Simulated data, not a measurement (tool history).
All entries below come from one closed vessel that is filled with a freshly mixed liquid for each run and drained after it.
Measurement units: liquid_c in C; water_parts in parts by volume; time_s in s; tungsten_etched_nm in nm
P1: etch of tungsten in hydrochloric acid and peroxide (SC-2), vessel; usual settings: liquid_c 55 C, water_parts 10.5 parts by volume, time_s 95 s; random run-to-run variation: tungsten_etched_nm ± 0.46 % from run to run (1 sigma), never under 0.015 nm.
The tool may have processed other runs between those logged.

run	hour	liquid_c	water_parts	time_s	hours since the thermometer was replaced	hours since the chemicals flow meter was replaced	hours since the drum of peroxide was connected	tungsten_etched_nm
1	4.6	55	10.5	95	516.4	684.5	174.5	20.884
2	13.2	55	10.5	55	525	693.1	183.1	12.097
3	20.4	55	10.5	170	532.2	700.3	190.3	37.419
4	27.5	55	10.5	95	539.3	707.4	197.4	20.9
5	34.4	46.5	10.5	30	546.2	714.3	204.3	3.7386
# hour 37.9: chemicals flow meter replaced
6	41.1	42	10.5	95	552.9	3.2	211	8.6677
7	46.7	55	18.5	95	558.5	8.8	216.6	12.793
8	53.7	55	10.5	95	565.5	15.8	223.6	20.805
9	59.3	55	10.5	95	571.1	21.4	229.2	20.859
10	66.1	55	14	30	577.9	28.2	236	5.0765
11	73.7	55	10.5	95	585.5	35.8	243.6	20.76
12	78.3	71	10.5	95	590.1	40.4	248.2	56.137
13	87.6	55	4	95	599.4	49.7	257.5	43.187
14	96.8	55	10.5	95	608.6	58.9	266.7	20.88
15	101.6	55	10.5	95	613.4	63.7	271.5	21.328
16	107.3	55	10.5	95	619.1	69.4	277.2	21.636
17	116.2	55	10.5	95	628	78.3	286.1	22.09
18	125.1	55	10.5	95	636.9	87.2	295	22.388
19	131.4	55	10.5	95	643.2	93.5	301.3	22.585
20	137.2	55	10.5	95	649	99.3	307.1	22.634
21	145.2	55	10.5	95	657	107.3	315.1	22.494

Run 22 is up next; what results do you expect?
22	150.2	55	10.5	95	662	112.3	320.1	?

For run 22 the tool returned tungsten_etched_nm 22.724 nm.
